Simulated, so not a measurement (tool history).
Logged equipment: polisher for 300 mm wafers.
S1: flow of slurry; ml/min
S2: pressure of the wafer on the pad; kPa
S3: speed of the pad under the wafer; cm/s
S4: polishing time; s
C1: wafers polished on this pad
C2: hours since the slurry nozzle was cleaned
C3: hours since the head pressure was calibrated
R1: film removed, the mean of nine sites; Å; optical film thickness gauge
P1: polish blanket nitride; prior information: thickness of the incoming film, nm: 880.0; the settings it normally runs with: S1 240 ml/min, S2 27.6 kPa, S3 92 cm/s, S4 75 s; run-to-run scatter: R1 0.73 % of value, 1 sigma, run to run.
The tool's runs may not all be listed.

run,day,S1,S2,S3,S4,C1,C2,C3,R1
1,0.454,240,27.6,92,75,559,156.9,367.2,1491.5
2,0.729,240,27.6,92,55,637,163.5,373.8,1103.4
3,1.188,180,27.6,44,75,769,174.5,384.8,801.31
4,1.667,335,27.6,92,46,906,186,396.3,948.62
5,2.142,240,27.6,130,75,1042,197.4,407.7,2003.1
6,2.546,240,37.9,92,75,1158,207.1,417.4,2091.4
7,2.846,145,27.6,92,75,1244,214.3,424.6,1405
8,3.217,240,27.6,92,75,1350,223.2,433.5,1497.3
9,3.525,315,27.6,92,75,1439,230.6,440.9,1539.4
10,4.05,240,17.9,92,75,1589,243.2,453.5,965.82
11,4.642,240,27.6,92,115,1759,257.4,467.7,2307.4
12,4.954,240,27.6,42,75,1848,264.9,475.2,793.31
13,5.358,240,27.6,92,75,1964,274.6,484.9,1508.6

Forecast run 14:
14,5.638,240,27.6,92,75,2044,281.3,491.6,?

Run 14 gave R1 1501.1 Å.
